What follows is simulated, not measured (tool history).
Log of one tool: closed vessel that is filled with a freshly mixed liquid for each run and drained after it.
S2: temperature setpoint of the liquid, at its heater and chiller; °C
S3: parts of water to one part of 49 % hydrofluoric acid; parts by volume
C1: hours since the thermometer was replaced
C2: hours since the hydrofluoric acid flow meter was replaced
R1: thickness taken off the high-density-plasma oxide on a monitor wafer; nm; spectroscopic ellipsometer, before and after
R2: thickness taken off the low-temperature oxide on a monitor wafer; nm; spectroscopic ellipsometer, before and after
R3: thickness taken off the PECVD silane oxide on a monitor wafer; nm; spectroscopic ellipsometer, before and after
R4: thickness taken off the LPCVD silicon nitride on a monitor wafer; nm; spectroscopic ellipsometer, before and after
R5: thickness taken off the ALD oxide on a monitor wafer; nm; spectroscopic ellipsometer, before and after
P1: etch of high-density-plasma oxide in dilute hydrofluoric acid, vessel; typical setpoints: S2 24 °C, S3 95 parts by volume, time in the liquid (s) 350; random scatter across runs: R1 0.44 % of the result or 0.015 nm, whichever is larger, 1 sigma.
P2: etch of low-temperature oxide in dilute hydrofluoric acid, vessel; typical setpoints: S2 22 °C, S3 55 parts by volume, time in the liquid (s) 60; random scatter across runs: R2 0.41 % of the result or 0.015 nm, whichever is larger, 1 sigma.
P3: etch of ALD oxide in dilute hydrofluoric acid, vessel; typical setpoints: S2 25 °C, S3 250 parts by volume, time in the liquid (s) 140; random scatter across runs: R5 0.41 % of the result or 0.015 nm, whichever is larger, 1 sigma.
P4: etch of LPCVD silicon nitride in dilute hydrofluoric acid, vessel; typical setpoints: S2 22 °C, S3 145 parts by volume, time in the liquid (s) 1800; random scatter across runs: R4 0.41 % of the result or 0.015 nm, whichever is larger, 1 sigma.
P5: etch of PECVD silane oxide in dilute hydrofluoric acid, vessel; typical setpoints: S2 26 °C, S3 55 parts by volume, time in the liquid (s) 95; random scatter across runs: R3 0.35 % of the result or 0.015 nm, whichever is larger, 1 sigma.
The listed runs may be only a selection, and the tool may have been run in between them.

{"run": 1, "hour": 6.5, "process that ran": "P1", "S2": 24, "S3": 95, "time in the liquid (s)": 350, "C1": 994.7, "C2": 715, "R1": 27.755}
{"run": 2, "hour": 11.5, "process that ran": "P1", "S2": 19.5, "S3": 45, "time in the liquid (s)": 350, "C1": 999.7, "C2": 720, "R1": 51.546}
{"run": 3, "hour": 19.9, "process that ran": "P1", "S2": 24, "S3": 95, "time in the liquid (s)": 350, "C1": 1008.1, "C2": 728.4, "R1": 27.382}
{"run": 4, "hour": 27.6, "process that ran": "P2", "S2": 22, "S3": 55, "time in the liquid (s)": 60, "C1": 1015.8, "C2": 736.1, "R2": 26.672}
{"run": 5, "hour": 34.6, "process that ran": "P5", "S2": 26, "S3": 20, "time in the liquid (s)": 95, "C1": 1022.8, "C2": 743.1, "R3": 86.718}
{"run": 6, "hour": 39.7, "process that ran": "P4", "S2": 22, "S3": 220, "time in the liquid (s)": 1800, "C1": 1027.9, "C2": 748.2, "R4": 3.2793}
{"run": 7, "hour": 48.4, "process that ran": "P1", "S2": 24, "S3": 95, "time in the liquid (s)": 350, "C1": 1036.6, "C2": 756.9, "R1": 27.244}
{"run": 8, "hour": 55.1, "process that ran": "P1", "S2": 27.5, "S3": 135, "time in the liquid (s)": 350, "C1": 1043.3, "C2": 763.6, "R1": 21.102}
{"run": 9, "hour": 63.7, "process that ran": "P4", "S2": 22, "S3": 145, "time in the liquid (s)": 1800, "C1": 1051.9, "C2": 772.2, "R4": 4.8697}
{"run": 10, "hour": 71.8, "process that ran": "P1", "S2": 24, "S3": 95, "time in the liquid (s)": 50, "C1": 1060, "C2": 780.3, "R1": 3.8592}
{"run": 11, "hour": 77.0, "process that ran": "P1", "S2": 17.5, "S3": 95, "time in the liquid (s)": 350, "C1": 1065.2, "C2": 785.5, "R1": 21.153}
{"run": 12, "hour": 82.0, "process that ran": "P1", "S2": 24, "S3": 35, "time in the liquid (s)": 350, "C1": 1070.2, "C2": 790.5, "R1": 80.528}
{"run": 13, "hour": 87.9, "process that ran": "P1", "S2": 24, "S3": 95, "time in the liquid (s)": 350, "C1": 1076.1, "C2": 796.4, "R1": 27.303}
{"run": 14, "hour": 93.2, "process that ran": "P1", "S2": 20, "S3": 35, "time in the liquid (s)": 350, "C1": 1081.4, "C2": 801.7, "R1": 67.396}
{"run": 15, "hour": 98.0, "process that ran": "P5", "S2": 26, "S3": 55, "time in the liquid (s)": 30, "C1": 1086.2, "C2": 806.5, "R3": 9.4173}
{"run": 16, "hour": 103.6, "process that ran": "P3", "S2": 18, "S3": 250, "time in the liquid (s)": 140, "C1": 1091.8, "C2": 812.1, "R5": 11.274}
{"run": 17, "hour": 113.2, "process that ran": "P2", "S2": 22, "S3": 55, "time in the liquid (s)": 105, "C1": 1101.4, "C2": 821.7, "R2": 46.792}
{"run": 18, "hour": 122.3, "process that ran": "P2", "S2": 22, "S3": 80, "time in the liquid (s)": 60, "C1": 1110.5, "C2": 830.8, "R2": 17.804}
{"run": 19, "hour": 130.4, "process that ran": "P4", "S2": 22, "S3": 145, "time in the liquid (s)": 3360, "C1": 1118.6, "C2": 838.9, "R4": 9.1373}
{"run": 20, "hour": 140.5, "process that ran": "P1", "S2": 24, "S3": 95, "time in the liquid (s)": 555, "C1": 1128.7, "C2": 849, "R1": 43.613}
{"run": 21, "hour": 147.0, "process that ran": "P3", "S2": 25, "S3": 250, "time in the liquid (s)": 265, "C1": 1135.2, "C2": 855.5, "R5": 27.704}
{"run": 22, "hour": 155.9, "process that ran": "P2", "S2": 29, "S3": 55, "time in the liquid (s)": 60, "C1": 1144.1, "C2": 864.4, "R2": 35.397}
{"run": 23, "hour": 164.4, "process that ran": "P1", "S2": 24, "S3": 95, "time in the liquid (s)": 350, "C1": 1152.6, "C2": 872.9, "R1": 27.374}
{"run": 24, "hour": 171.3, "process that ran": "P1", "S2": 24, "S3": 95, "time in the liquid (s)": 350, "C1": 1159.5, "C2": 879.8, "R1": 27.396}
{"run": 25, "hour": 176.3, "process that ran": "P4", "S2": 17, "S3": 145, "time in the liquid (s)": 1800, "C1": 1164.5, "C2": 884.8, "R4": 3.5025}
{"run": 26, "hour": 186.4, "process that ran": "P1", "S2": 24, "S3": 140, "time in the liquid (s)": 350, "C1": 1174.6, "C2": 894.9, "R1": 17.629}
{"run": 27, "hour": 192.4, "process that ran": "P4", "S2": 22, "S3": 145, "time in the liquid (s)": 1800, "C1": 1180.6, "C2": 900.9, "R4": 4.9141}
{"run": 28, "hour": 200.2, "process that ran": "P5", "S2": 32.5, "S3": 55, "time in the liquid (s)": 95, "C1": 1188.4, "C2": 908.7, "R3": 38.545}
{"run": 29, "hour": 205.4, "process that ran": "P5", "S2": 26, "S3": 55, "time in the liquid (s)": 95, "C1": 1193.6, "C2": 913.9, "R3": 29.848}
{"run": 30, "hour": 214.5, "process that ran": "P3", "S2": 25, "S3": 250, "time in the liquid (s)": 140, "C1": 1202.7, "C2": 923, "R5": 14.694}
{"run": 31, "hour": 220.4, "process that ran": "P3", "S2": 25, "S3": 70, "time in the liquid (s)": 140, "C1": 1208.6, "C2": 928.9, "R5": 64.409}

Run 32 comes next. What will it give?
{"run": 32, "hour": 228.7, "process that ran": "P1", "S2": 32, "S3": 95, "time in the liquid (s)": 350, "C1": 1216.9, "C2": 937.2, "R1": "?"}

R1: 37.326 nm
